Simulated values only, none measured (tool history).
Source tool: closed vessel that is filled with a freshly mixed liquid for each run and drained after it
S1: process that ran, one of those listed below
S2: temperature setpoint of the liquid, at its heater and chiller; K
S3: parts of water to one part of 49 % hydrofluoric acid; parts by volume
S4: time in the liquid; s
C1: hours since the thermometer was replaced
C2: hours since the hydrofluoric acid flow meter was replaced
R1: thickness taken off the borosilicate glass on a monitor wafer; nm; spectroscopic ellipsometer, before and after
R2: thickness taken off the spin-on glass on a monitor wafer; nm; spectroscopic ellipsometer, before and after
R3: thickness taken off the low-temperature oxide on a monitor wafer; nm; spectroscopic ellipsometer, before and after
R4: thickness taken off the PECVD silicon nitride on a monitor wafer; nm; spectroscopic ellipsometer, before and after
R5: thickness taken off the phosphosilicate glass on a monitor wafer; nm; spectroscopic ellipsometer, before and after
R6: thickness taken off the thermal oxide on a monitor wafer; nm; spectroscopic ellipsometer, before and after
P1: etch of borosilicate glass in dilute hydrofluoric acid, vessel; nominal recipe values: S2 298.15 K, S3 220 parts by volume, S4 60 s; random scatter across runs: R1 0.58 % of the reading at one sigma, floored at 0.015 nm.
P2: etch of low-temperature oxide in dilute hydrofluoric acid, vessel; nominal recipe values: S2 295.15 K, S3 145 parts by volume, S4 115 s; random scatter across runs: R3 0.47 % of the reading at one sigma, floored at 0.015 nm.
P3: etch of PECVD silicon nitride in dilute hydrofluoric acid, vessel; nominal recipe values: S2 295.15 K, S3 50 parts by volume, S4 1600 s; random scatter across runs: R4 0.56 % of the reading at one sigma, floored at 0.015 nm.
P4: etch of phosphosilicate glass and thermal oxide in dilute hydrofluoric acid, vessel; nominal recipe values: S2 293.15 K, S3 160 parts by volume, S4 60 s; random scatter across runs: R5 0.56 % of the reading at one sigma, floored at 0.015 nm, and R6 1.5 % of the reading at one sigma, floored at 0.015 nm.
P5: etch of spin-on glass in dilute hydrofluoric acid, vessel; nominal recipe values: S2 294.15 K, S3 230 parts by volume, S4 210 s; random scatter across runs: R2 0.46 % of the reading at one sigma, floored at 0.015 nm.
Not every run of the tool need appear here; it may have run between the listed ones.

run	day	S1	S2	S3	S4	C1	C2	R1	R2	R3	R4	R5	R6
1	0.208	P1	298.15	220	60	438.4	272.0	6.5165					
2	0.329	P1	304.65	220	60	441.3	274.9	8.2721					
3	0.433	P1	298.15	220	60	443.8	277.4	6.5286					
4	0.625	P5	294.15	230	210	448.4	282.0		35.2460				
5	0.842	P2	295.15	200	115	453.6	287.2			15.168			
6	1.046	P1	298.15	220	60	458.5	292.1	6.5266					
7	1.158	P5	294.15	230	55	461.2	294.8		9.1742				
8	1.317	P5	294.15	230	210	465.0	298.6		34.7330				
9	1.538	P5	294.15	385	210	470.3	303.9		18.1540				
10	1.692	P1	298.15	220	90	474.0	307.6	9.8358					
11	1.875	P3	295.15	30	1600	478.4	312.0				80.723		
12	2.029	P1	298.15	220	60	482.1	315.7	6.4873					
13	2.129	P1	298.15	220	60	484.5	318.1	6.5150					
14	2.242	P1	298.15	220	60	487.2	320.8	6.4854					
15	2.396	P4	300.15	160	60	490.9	324.5					23.404	1.8954
16	2.533	P2	295.15	145	115	494.2	327.8			22.120			
17	2.725	P1	298.15	220	30	498.8	332.4	3.2783					
18	2.888	P4	293.15	50	60	502.7	336.3					64.849	5.1230
19	2.988	P5	290.15	230	210	505.1	338.7		30.0250				
20	3.117	P1	298.15	110	85	508.2	341.8	20.9380					
21	3.267	P4	293.15	160	60	511.8	345.4					17.950	1.4204
22	3.429	P1	298.15	220	60	515.7	349.3	6.5083					
23	3.612	P2	295.15	145	115	520.1	353.7			22.032			
24	3.729	P1	298.15	75	60	522.9	356.5	23.1040					
25	3.862	P1	291.15	220	60	526.1	359.7	4.9633					
26	4.029	P3	290.15	50	1600	530.1	363.7				34.751		
27	4.233	P2	295.15	145	225	535.0	368.6			43.353			
28	4.404	P3	295.15	50	1600	539.1	372.7				49.274		
29	4.500	P4	293.15	160	95	541.4	375.0					28.318	2.2782
30	4.721	P1	298.15	395	60	546.7	380.3	3.0509					
31	4.929	P3	295.15	50	875	551.7	385.3				26.952		
32	5.138	P4	293.15	160	60	556.7	390.3					17.928	1.4277
33	5.346	P2	290.15	145	115	561.7	395.3			17.917			
34	5.488	P1	298.15	220	60	565.1	398.7	6.4975					
35	5.671	P1	298.15	220	60	569.5	403.1	6.3834					
36	5.888	P1	298.15	220	60	574.7	408.3	6.3236					
37	6.000	P1	298.15	220	60	577.4	411.0	6.2977					
38	6.146	P1	298.15	220	60	580.9	414.5	6.2534					
39	6.288	P1	298.15	220	60	584.3	417.9	6.1885					
40	6.396	P1	298.15	220	60	586.9	420.5	6.2259					
41	6.533	P1	298.15	220	60	590.2	423.8	6.1852					
42	6.721	P1	298.15	220	60	594.7	428.3	6.1067					

What P1 gives has crept away from where it was. These 2 causes fit the log equally well, each at the size given:
A: liquid colder than its thermometer reads (K) = 1.45
B: hydrofluoric acid flow below the setpoint (%) = 4.16
At approximately day 5.488, the process output began to creep.

The check runs listed below each take one wafer, and their results are still question marks. Under which run would the listed causes lead to clearly different results?
check 1	6.908	P4	293.15	160	60							?	?
check 2	6.908	P3	295.15	50	1600						?		
check 3	6.908	P5	294.15	230	210				?				
check 4	6.908	P2	295.15	145	115					?			

Check results expected under each cause:
check	result	if A	if B
check 1	R5	16.930	17.069
check 1	R6	1.3564	1.3676
check 2	R4	44.590	47.268
check 3	R2	33.2230	33.3130
check 4	R3	20.839	21.002
Per check, the gap between the least separated pair of causes, taken in the result that splits them most: check 1 0.82 %; check 2 5.83 %; check 3 0.27 %; check 4 0.78 %
Of the check runs offered, only check 2 discriminates between the causes; the rest would read about the same regardless of which cause applies.

Running check 2 produced the following: R4 47.062 nm. Which one of the listed causes fits?

The correct cause is B, namely: hydrofluoric acid flow below the setpoint (%).
